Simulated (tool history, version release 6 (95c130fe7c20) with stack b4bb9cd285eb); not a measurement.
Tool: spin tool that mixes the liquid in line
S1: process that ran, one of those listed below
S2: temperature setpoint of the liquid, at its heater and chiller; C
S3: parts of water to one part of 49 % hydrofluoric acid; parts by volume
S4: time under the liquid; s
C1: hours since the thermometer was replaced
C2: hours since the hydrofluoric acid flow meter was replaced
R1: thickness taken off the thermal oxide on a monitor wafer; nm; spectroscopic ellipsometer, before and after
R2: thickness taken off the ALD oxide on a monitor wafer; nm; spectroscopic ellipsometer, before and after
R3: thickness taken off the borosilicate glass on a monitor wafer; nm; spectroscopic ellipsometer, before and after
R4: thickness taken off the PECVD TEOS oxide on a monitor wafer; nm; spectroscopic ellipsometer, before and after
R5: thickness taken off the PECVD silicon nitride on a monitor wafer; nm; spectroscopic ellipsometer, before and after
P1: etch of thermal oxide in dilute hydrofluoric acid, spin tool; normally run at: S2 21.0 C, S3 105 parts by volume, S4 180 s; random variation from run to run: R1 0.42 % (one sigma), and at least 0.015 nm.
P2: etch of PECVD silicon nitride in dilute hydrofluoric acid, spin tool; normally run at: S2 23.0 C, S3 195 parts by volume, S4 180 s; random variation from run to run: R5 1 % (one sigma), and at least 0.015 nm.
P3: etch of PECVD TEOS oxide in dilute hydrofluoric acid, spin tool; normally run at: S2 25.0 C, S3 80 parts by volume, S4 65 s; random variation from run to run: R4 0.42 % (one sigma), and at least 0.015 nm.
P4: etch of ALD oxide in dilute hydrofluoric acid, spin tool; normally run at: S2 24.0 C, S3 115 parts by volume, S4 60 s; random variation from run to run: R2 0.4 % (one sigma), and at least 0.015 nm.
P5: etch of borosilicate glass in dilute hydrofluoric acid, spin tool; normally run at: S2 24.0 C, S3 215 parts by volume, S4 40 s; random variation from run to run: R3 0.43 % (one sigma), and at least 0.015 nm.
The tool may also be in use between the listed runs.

Run 1, hour 6.7: S1 P1, S2 21.0 C, S3 105 parts by volume, S4 180 s; C1 862.6; C2 741.1. Result: R1 7.1689 nm.
Run 2, hour 11.3: S1 P4, S2 24.0 C, S3 115 parts by volume, S4 60 s; C1 867.2; C2 745.7. Result: R2 9.2740 nm.
Run 3, hour 15.1: S1 P1, S2 21.0 C, S3 105 parts by volume, S4 180 s; C1 871.0; C2 749.5. Result: R1 7.2192 nm.
Run 4, hour 21.6: S1 P1, S2 21.0 C, S3 105 parts by volume, S4 15 s; C1 877.5; C2 756.0. Result: R1 0.5836 nm.
Run 5, hour 26.9: S1 P5, S2 24.0 C, S3 60 parts by volume, S4 40 s; C1 882.8; C2 761.3. Result: R3 25.3520 nm.
Run 6, hour 30.7: S1 P1, S2 21.0 C, S3 25 parts by volume, S4 180 s; C1 886.6; C2 765.1. Result: R1 33.2680 nm.
Run 7, hour 35.1: S1 P1, S2 28.0 C, S3 105 parts by volume, S4 180 s; C1 891.0; C2 769.5. Result: R1 9.5563 nm.
Run 8, hour 39.7: S1 P5, S2 24.0 C, S3 215 parts by volume, S4 15 s; C1 895.6; C2 774.1. Result: R3 2.2091 nm.
Run 9, hour 45.4: S1 P1, S2 21.0 C, S3 105 parts by volume, S4 180 s; C1 901.3; C2 779.8. Result: R1 7.2408 nm.
Run 10, hour 49.6: S1 P5, S2 24.0 C, S3 215 parts by volume, S4 40 s; C1 905.5; C2 784.0. Result: R3 5.8617 nm.
Run 11, hour 54.6: S1 P1, S2 21.0 C, S3 105 parts by volume, S4 180 s; C1 910.5; C2 789.0. Result: R1 7.2001 nm.
Run 12, hour 61.9: S1 P4, S2 18.0 C, S3 115 parts by volume, S4 60 s; C1 917.8; C2 796.3. Result: R2 7.2942 nm.
Run 13, hour 68.2: S1 P3, S2 32.0 C, S3 80 parts by volume, S4 65 s; C1 924.1; C2 802.6. Result: R4 17.7980 nm.
Run 14, hour 71.5: S1 P1, S2 29.0 C, S3 170 parts by volume, S4 180 s; C1 927.4; C2 805.9. Result: R1 5.5746 nm.
Run 15, hour 78.7: S1 P2, S2 23.0 C, S3 195 parts by volume, S4 180 s; C1 934.6; C2 813.1. Result: R5 2.38870 nm.
Run 16, hour 83.1: S1 P5, S2 24.0 C, S3 215 parts by volume, S4 40 s; C1 939.0; C2 817.5. Result: R3 5.9054 nm.
Run 17, hour 89.1: S1 P3, S2 25.0 C, S3 20 parts by volume, S4 65 s; C1 945.0; C2 823.5. Result: R4 58.8470 nm.
Run 18, hour 96.0: S1 P2, S2 23.0 C, S3 195 parts by volume, S4 25 s; C1 951.9; C2 830.4. Result: R5 0.34039 nm.
Run 19, hour 102.2: S1 P2, S2 23.0 C, S3 275 parts by volume, S4 180 s; C1 958.1; C2 836.6. Result: R5 1.65980 nm.
Run 20, hour 107.3: S1 P4, S2 24.0 C, S3 115 parts by volume, S4 85 s; C1 963.2; C2 841.7. Result: R2 13.2310 nm.
Run 21, hour 113.9: S1 P3, S2 25.0 C, S3 80 parts by volume, S4 65 s; C1 969.8; C2 848.3. Result: R4 13.6510 nm.
Run 22, hour 119.5: S1 P1, S2 17.0 C, S3 105 parts by volume, S4 180 s; C1 975.4; C2 853.9. Result: R1 6.1421 nm.
Run 23, hour 123.8: S1 P3, S2 25.0 C, S3 80 parts by volume, S4 25 s; C1 979.7; C2 858.2. Result: R4 5.2889 nm.
Run 24, hour 129.7: S1 P4, S2 24.0 C, S3 165 parts by volume, S4 60 s; C1 985.6; C2 864.1. Result: R2 6.1837 nm.
Run 25, hour 134.6: S1 P1, S2 21.0 C, S3 155 parts by volume, S4 180 s; C1 990.5; C2 869.0. Result: R1 4.6018 nm.
Run 26, hour 138.3: S1 P2, S2 17.0 C, S3 195 parts by volume, S4 180 s; C1 994.2; C2 872.7. Result: R5 1.60310 nm.
Run 27, hour 144.4: S1 P2, S2 23.0 C, S3 195 parts by volume, S4 180 s; C1 1000.3; C2 878.8. Result: R5 2.34500 nm.
Run 28, hour 150.3: S1 P5, S2 17.0 C, S3 215 parts by volume, S4 40 s; C1 1006.2; C2 884.7. Result: R3 4.5078 nm.
Run 29, hour 155.2: S1 P1, S2 21.0 C, S3 170 parts by volume, S4 295 s; C1 1011.1; C2 889.6. Result: R1 6.7978 nm.
Run 30, hour 162.2: S1 P1, S2 21.0 C, S3 105 parts by volume, S4 335 s; C1 1018.1; C2 896.6. Result: R1 13.3980 nm.
Run 31, hour 168.2: S1 P1, S2 28.5 C, S3 45 parts by volume, S4 180 s; C1 1024.1; C2 902.6. Result: R1 24.6210 nm.
Run 32, hour 172.1: S1 P1, S2 21.0 C, S3 105 parts by volume, S4 180 s; C1 1028.0; C2 906.5. Result: R1 7.2459 nm.
Run 33, hour 175.6: S1 P1, S2 21.0 C, S3 105 parts by volume, S4 180 s; C1 1031.5; C2 910.0. Result: R1 7.0701 nm.
Run 34, hour 180.2: S1 P1, S2 21.0 C, S3 105 parts by volume, S4 180 s; C1 1036.1; C2 914.6. Result: R1 6.9844 nm.
Run 35, hour 184.6: S1 P1, S2 21.0 C, S3 105 parts by volume, S4 180 s; C1 1040.5; C2 919.0. Result: R1 6.9283 nm.
Run 36, hour 191.7: S1 P1, S2 21.0 C, S3 105 parts by volume, S4 180 s; C1 1047.6; C2 926.1. Result: R1 6.8329 nm.
Run 37, hour 197.0: S1 P1, S2 21.0 C, S3 105 parts by volume, S4 180 s; C1 1052.9; C2 931.4. Result: R1 6.8281 nm.
Run 38, hour 202.9: S1 P1, S2 21.0 C, S3 105 parts by volume, S4 180 s; C1 1058.8; C2 937.3. Result: R1 6.7905 nm.
Run 39, hour 208.3: S1 P1, S2 21.0 C, S3 105 parts by volume, S4 180 s; C1 1064.2; C2 942.7. Result: R1 6.7774 nm.
Run 40, hour 214.4: S1 P1, S2 21.0 C, S3 105 parts by volume, S4 180 s; C1 1070.3; C2 948.8. Result: R1 6.8224 nm.
Run 41, hour 221.2: S1 P1, S2 21.0 C, S3 105 parts by volume, S4 180 s; C1 1077.1; C2 955.6. Result: R1 6.7109 nm.

What P1 gives has crept away from where it was. These 2 causes fit the log equally well, each at the size given:
A: hydrofluoric acid flow below the setpoint (%) = 5.9
B: liquid colder than its thermometer reads (K) = 1.67
The creep began at about hour 172.1.

4 check runs are offered, each on 5 wafers whose results are averaged, their results left as question marks. Which one tells the causes apart?
Run check 1, hour 228.0: S1 P5, S2 17.0 C, S3 215 parts by volume, S4 40 s. Result: R3 ?.
Run check 2, hour 228.0: S1 P2, S2 17.0 C, S3 195 parts by volume, S4 180 s. Result: R5 ?.
Run check 3, hour 228.0: S1 P4, S2 19.5 C, S3 115 parts by volume, S4 60 s. Result: R2 ?.
Run check 4, hour 228.0: S1 P3, S2 31.0 C, S3 35 parts by volume, S4 65 s. Result: R4 ?.

What each check would give under each cause:
  check  result     if A     if B
check 1      R3   4.1907   4.2168
check 2      R5  1.51340  1.43180
check 3      R2   7.2624   7.2607
check 4      R4  39.7050  39.6180
How far apart the two closest causes lie, in the result that separates them most: check 1 0.62 %; check 2 5.54 %; check 3 0.02 %; check 4 0.22 %
Only check 2 tells the causes apart: in the others they would give nearly the same result.

Then check 2 was run and gave: R5 1.49580 nm. Which cause is it?

It is A: hydrofluoric acid flow below the setpoint (%).
